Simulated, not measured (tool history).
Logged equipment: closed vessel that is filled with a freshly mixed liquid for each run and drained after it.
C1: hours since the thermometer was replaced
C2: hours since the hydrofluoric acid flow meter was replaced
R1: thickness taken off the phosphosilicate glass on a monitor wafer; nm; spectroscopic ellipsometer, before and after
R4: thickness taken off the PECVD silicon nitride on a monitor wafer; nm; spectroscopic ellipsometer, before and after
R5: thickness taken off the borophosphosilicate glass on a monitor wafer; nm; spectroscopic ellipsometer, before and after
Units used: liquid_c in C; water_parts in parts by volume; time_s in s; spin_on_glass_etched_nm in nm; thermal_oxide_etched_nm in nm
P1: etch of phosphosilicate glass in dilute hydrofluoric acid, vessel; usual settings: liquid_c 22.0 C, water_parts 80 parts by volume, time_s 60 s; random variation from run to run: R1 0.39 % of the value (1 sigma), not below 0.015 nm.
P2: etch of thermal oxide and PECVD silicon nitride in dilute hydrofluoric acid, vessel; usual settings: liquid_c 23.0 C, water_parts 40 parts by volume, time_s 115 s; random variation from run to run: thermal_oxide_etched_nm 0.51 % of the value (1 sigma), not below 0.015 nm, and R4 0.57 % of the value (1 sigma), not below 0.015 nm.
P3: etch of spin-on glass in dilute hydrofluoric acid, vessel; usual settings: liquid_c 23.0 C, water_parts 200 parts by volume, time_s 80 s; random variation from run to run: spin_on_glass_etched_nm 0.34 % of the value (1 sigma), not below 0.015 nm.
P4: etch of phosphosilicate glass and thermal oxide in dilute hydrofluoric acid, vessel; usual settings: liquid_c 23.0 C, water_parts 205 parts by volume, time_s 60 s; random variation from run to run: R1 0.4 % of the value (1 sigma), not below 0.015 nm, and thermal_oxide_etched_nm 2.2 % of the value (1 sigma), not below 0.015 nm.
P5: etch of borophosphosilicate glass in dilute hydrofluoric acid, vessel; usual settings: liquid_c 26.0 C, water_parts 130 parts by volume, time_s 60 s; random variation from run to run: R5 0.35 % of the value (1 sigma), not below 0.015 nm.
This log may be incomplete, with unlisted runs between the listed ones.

Run 1, day 0.221: process P1, liquid_c 22.0 C, water_parts 80 parts by volume, time_s 60 s; C1 325.6; C2 250.6. Result: R1 45.651 nm.
Run 2, day 0.350: process P1, liquid_c 17.0 C, water_parts 80 parts by volume, time_s 60 s; C1 328.7; C2 253.7. Result: R1 37.093 nm.
Run 3, day 0.600: process P1, liquid_c 28.0 C, water_parts 80 parts by volume, time_s 60 s; C1 334.7; C2 259.7. Result: R1 58.543 nm.
Run 4, day 0.829: process P3, liquid_c 23.0 C, water_parts 200 parts by volume, time_s 80 s; C1 340.2; C2 265.2. Result: spin_on_glass_etched_nm 6.9611 nm.
Run 5, day 1.100: process P1, liquid_c 22.0 C, water_parts 80 parts by volume, time_s 60 s; C1 346.7; C2 271.7. Result: R1 45.891 nm.
Run 6, day 1.371: process P1, liquid_c 22.0 C, water_parts 135 parts by volume, time_s 30 s; C1 353.2; C2 278.2. Result: R1 12.785 nm.
Run 7, day 1.575: process P4, liquid_c 23.0 C, water_parts 80 parts by volume, time_s 60 s; C1 358.1; C2 283.1. Result: R1 131.840 nm, thermal_oxide_etched_nm 3.23520 nm.
Run 8, day 1.717: process P2, liquid_c 17.0 C, water_parts 40 parts by volume, time_s 115 s; C1 361.5; C2 286.5. Result: thermal_oxide_etched_nm 10.57400 nm, R4 5.8676 nm.
Run 9, day 1.975: process P4, liquid_c 18.5 C, water_parts 205 parts by volume, time_s 60 s; C1 367.7; C2 292.7. Result: R1 37.644 nm, thermal_oxide_etched_nm 0.95278 nm.
Run 10, day 2.204: process P1, liquid_c 22.0 C, water_parts 80 parts by volume, time_s 60 s; C1 373.2; C2 298.2. Result: R1 45.702 nm.
Run 11, day 2.346: process P5, liquid_c 26.0 C, water_parts 75 parts by volume, time_s 60 s; C1 376.6; C2 301.6. Result: R5 71.950 nm.
Run 12, day 2.488: process P5, liquid_c 26.0 C, water_parts 130 parts by volume, time_s 60 s; C1 380.0; C2 305.0. Result: R5 38.648 nm.
Run 13, day 2.712: process P1, liquid_c 22.0 C, water_parts 80 parts by volume, time_s 100 s; C1 385.4; C2 310.4. Result: R1 75.468 nm.
Run 14, day 2.996: process P1, liquid_c 22.0 C, water_parts 120 parts by volume, time_s 60 s; C1 392.2; C2 317.2. Result: R1 29.287 nm.
Run 15, day 3.212: process P1, liquid_c 22.0 C, water_parts 80 parts by volume, time_s 60 s; C1 397.4; C2 322.4. Result: R1 45.527 nm.
Run 16, day 3.429: process P1, liquid_c 22.0 C, water_parts 80 parts by volume, time_s 60 s; C1 402.6; C2 327.6. Result: R1 45.883 nm.
Run 17, day 3.571: process P3, liquid_c 17.0 C, water_parts 200 parts by volume, time_s 80 s; C1 406.0; C2 331.0. Result: spin_on_glass_etched_nm 5.5093 nm.
Run 18, day 3.738: process P2, liquid_c 23.0 C, water_parts 40 parts by volume, time_s 115 s; C1 410.0; C2 335.0. Result: thermal_oxide_etched_nm 13.73500 nm, R4 8.9631 nm.
Run 19, day 3.967: process P3, liquid_c 23.0 C, water_parts 200 parts by volume, time_s 80 s; C1 415.5; C2 340.5. Result: spin_on_glass_etched_nm 6.9634 nm.
Run 20, day 4.129: process P1, liquid_c 22.0 C, water_parts 80 parts by volume, time_s 30 s; C1 419.4; C2 344.4. Result: R1 22.757 nm.
Run 21, day 4.350: process P2, liquid_c 23.0 C, water_parts 60 parts by volume, time_s 115 s; C1 424.7; C2 349.7. Result: thermal_oxide_etched_nm 8.79500 nm, R4 6.0023 nm.
Run 22, day 4.508: process P2, liquid_c 23.0 C, water_parts 40 parts by volume, time_s 210 s; C1 428.5; C2 353.5. Result: thermal_oxide_etched_nm 24.99700 nm, R4 16.4620 nm.
Run 23, day 4.742: process P4, liquid_c 23.0 C, water_parts 205 parts by volume, time_s 60 s; C1 434.1; C2 359.1. Result: R1 44.632 nm, thermal_oxide_etched_nm 1.16000 nm.
Run 24, day 4.896: process P4, liquid_c 23.0 C, water_parts 205 parts by volume, time_s 105 s; C1 437.8; C2 362.8. Result: R1 78.137 nm, thermal_oxide_etched_nm 2.01280 nm.
At day 5.029: thermometer replaced.
Run 25, day 5.158: process P5, liquid_c 32.0 C, water_parts 130 parts by volume, time_s 60 s; C1 3.1; C2 369.1. Result: R5 48.551 nm.
Run 26, day 5.304: process P3, liquid_c 23.0 C, water_parts 345 parts by volume, time_s 80 s; C1 6.6; C2 372.6. Result: spin_on_glass_etched_nm 3.5241 nm.
Run 27, day 5.475: process P3, liquid_c 23.0 C, water_parts 200 parts by volume, time_s 30 s; C1 10.7; C2 376.7. Result: spin_on_glass_etched_nm 2.6153 nm.
Run 28, day 5.725: process P1, liquid_c 22.0 C, water_parts 30 parts by volume, time_s 60 s; C1 16.7; C2 382.7. Result: R1 129.960 nm.
Run 29, day 5.917: process P5, liquid_c 26.0 C, water_parts 130 parts by volume, time_s 100 s; C1 21.3; C2 387.3. Result: R5 64.305 nm.
Run 30, day 6.083: process P1, liquid_c 22.0 C, water_parts 80 parts by volume, time_s 60 s; C1 25.3; C2 391.3. Result: R1 45.624 nm.
Run 31, day 6.312: process P1, liquid_c 22.0 C, water_parts 80 parts by volume, time_s 60 s; C1 30.8; C2 396.8. Result: R1 48.024 nm.
Run 32, day 6.475: process P1, liquid_c 22.0 C, water_parts 80 parts by volume, time_s 60 s; C1 34.7; C2 400.7. Result: R1 48.365 nm.
Run 33, day 6.717: process P1, liquid_c 22.0 C, water_parts 80 parts by volume, time_s 60 s; C1 40.5; C2 406.5. Result: R1 49.503 nm.
Run 34, day 6.879: process P1, liquid_c 22.0 C, water_parts 80 parts by volume, time_s 60 s; C1 44.4; C2 410.4. Result: R1 49.520 nm.
Run 35, day 7.067: process P1, liquid_c 22.0 C, water_parts 80 parts by volume, time_s 60 s; C1 48.9; C2 414.9. Result: R1 49.754 nm.
Run 36, day 7.246: process P1, liquid_c 22.0 C, water_parts 80 parts by volume, time_s 60 s; C1 53.2; C2 419.2. Result: R1 49.925 nm.
Run 37, day 7.467: process P1, liquid_c 22.0 C, water_parts 80 parts by volume, time_s 60 s; C1 58.5; C2 424.5. Result: R1 50.129 nm.

Compared with where it was, what P1 gives has crept away. Each cause listed below fits the log as well as the rest, at the size given for it:
A: hydrofluoric acid flow above the setpoint (%) = 8.54
B: liquid hotter than its thermometer reads (K) = 2.22
The creep began at about day 6.083.

Each of the 4 check runs below uses one wafer; its results are left as question marks. Which run tells the causes apart?
Run check 1, day 7.688: process P3, liquid_c 17.0 C, water_parts 200 parts by volume, time_s 30 s. Result: spin_on_glass_etched_nm ?.
Run check 2, day 7.688: process P2, liquid_c 19.5 C, water_parts 40 parts by volume, time_s 115 s. Result: thermal_oxide_etched_nm ?, R4 ?.
Run check 3, day 7.688: process P5, liquid_c 31.0 C, water_parts 80 parts by volume, time_s 60 s. Result: R5 ?.
Run check 4, day 7.688: process P4, liquid_c 23.0 C, water_parts 95 parts by volume, time_s 80 s. Result: R1 ?, thermal_oxide_etched_nm ?.

Predicted outcomes, by check and by cause:
  check                   result      if A      if B
check 1  spin_on_glass_etched_nm    2.2841    2.2637
check 2  thermal_oxide_etched_nm  12.88100  12.99400
check 2                       R4    7.6024    8.1934
check 3                       R5    88.906    88.181
check 4                       R1   159.460   159.010
check 4  thermal_oxide_etched_nm   4.05450   4.04320
Per-check spread between the two closest causes, in the result where they differ most: check 1 0.9 %; check 2 7.49 %; check 3 0.82 %; check 4 0.28 %
Check 2 is the one run that separates the causes; every other check would come out nearly the same whichever cause is at work.

With check 2 done, the readings were: thermal_oxide_etched_nm 13.04000 nm; R4 8.1881 nm. Identify which of the listed causes applies.

The correct cause is B, namely: liquid hotter than its thermometer reads (K).
